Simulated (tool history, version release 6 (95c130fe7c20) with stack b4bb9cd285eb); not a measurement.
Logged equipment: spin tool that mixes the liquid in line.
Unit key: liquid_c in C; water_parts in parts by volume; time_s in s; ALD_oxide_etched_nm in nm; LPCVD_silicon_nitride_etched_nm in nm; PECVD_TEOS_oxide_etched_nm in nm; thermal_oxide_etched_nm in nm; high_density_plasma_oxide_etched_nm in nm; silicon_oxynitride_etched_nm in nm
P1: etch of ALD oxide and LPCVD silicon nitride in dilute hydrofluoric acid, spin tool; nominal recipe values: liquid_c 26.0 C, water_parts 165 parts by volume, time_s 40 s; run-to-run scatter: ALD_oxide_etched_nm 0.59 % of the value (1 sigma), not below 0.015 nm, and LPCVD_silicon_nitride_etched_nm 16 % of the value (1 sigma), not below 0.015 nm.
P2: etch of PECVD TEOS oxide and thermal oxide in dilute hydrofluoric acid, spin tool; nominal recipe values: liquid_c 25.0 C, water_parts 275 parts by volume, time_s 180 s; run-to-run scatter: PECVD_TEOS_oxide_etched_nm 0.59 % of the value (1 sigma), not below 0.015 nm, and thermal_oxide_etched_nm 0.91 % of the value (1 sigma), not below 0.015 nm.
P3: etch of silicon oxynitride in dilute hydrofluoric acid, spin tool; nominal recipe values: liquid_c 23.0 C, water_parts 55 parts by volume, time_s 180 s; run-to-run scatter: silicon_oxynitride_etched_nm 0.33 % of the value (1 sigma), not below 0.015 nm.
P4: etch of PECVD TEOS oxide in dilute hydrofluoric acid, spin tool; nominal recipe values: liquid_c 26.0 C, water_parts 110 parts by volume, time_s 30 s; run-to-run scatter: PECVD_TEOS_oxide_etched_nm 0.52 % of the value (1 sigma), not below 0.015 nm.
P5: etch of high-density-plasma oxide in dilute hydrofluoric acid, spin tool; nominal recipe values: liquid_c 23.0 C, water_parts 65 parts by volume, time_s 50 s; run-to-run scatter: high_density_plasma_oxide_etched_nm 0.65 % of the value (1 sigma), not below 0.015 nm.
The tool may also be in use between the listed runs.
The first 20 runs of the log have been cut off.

run	day	process	liquid_c	water_parts	time_s	hours since the thermometer was replaced	hours since the hydrofluoric acid flow meter was replaced	ALD_oxide_etched_nm	LPCVD_silicon_nitride_etched_nm	PECVD_TEOS_oxide_etched_nm	thermal_oxide_etched_nm	high_density_plasma_oxide_etched_nm	silicon_oxynitride_etched_nm
21	9.492	P5	23.0	105	50	664.4	1060.7					2.7217	
22	9.996	P5	23.0	65	50	676.5	1072.8					4.6196	
23	10.379	P3	23.0	100	180	685.7	1082.0						5.36270
24	10.775	P2	25.0	275	315	695.2	1091.5			10.2650	4.8240		
25	11.392	P3	23.0	55	15	710.0	1106.3						0.85157
26	11.979	P1	26.0	60	40	724.1	1120.4	12.9430	0.394250				
27	12.558	P5	23.0	65	25	738.0	1134.3					2.3433	
28	12.842	P1	26.0	165	15	744.8	1141.1	1.5492	0.038918				
29	13.154	P3	23.0	55	180	752.3	1148.6						10.13200
30	13.633	P1	26.0	165	40	763.8	1160.1	4.1056	0.161250				
31	14.267	P1	26.0	165	60	779.0	1175.3	6.1668	0.186030				
32	14.742	P1	32.5	165	15	790.4	1186.7	1.9384	0.069365				
33	15.146	P1	26.0	165	40	800.1	1196.4	4.1314	0.139050				
34	15.721	P1	26.0	165	40	813.9	1210.2	4.0016	0.087831				
35	16.288	P1	26.0	165	40	827.5	1223.8	3.9680	0.152620				

Predict the results of run 36:
36	16.675	P1	26.0	165	40	836.8	1233.1	?	?				

{"run 36": {"ALD_oxide_etched_nm": 3.9263, "LPCVD_silicon_nitride_etched_nm": 0.10143}}

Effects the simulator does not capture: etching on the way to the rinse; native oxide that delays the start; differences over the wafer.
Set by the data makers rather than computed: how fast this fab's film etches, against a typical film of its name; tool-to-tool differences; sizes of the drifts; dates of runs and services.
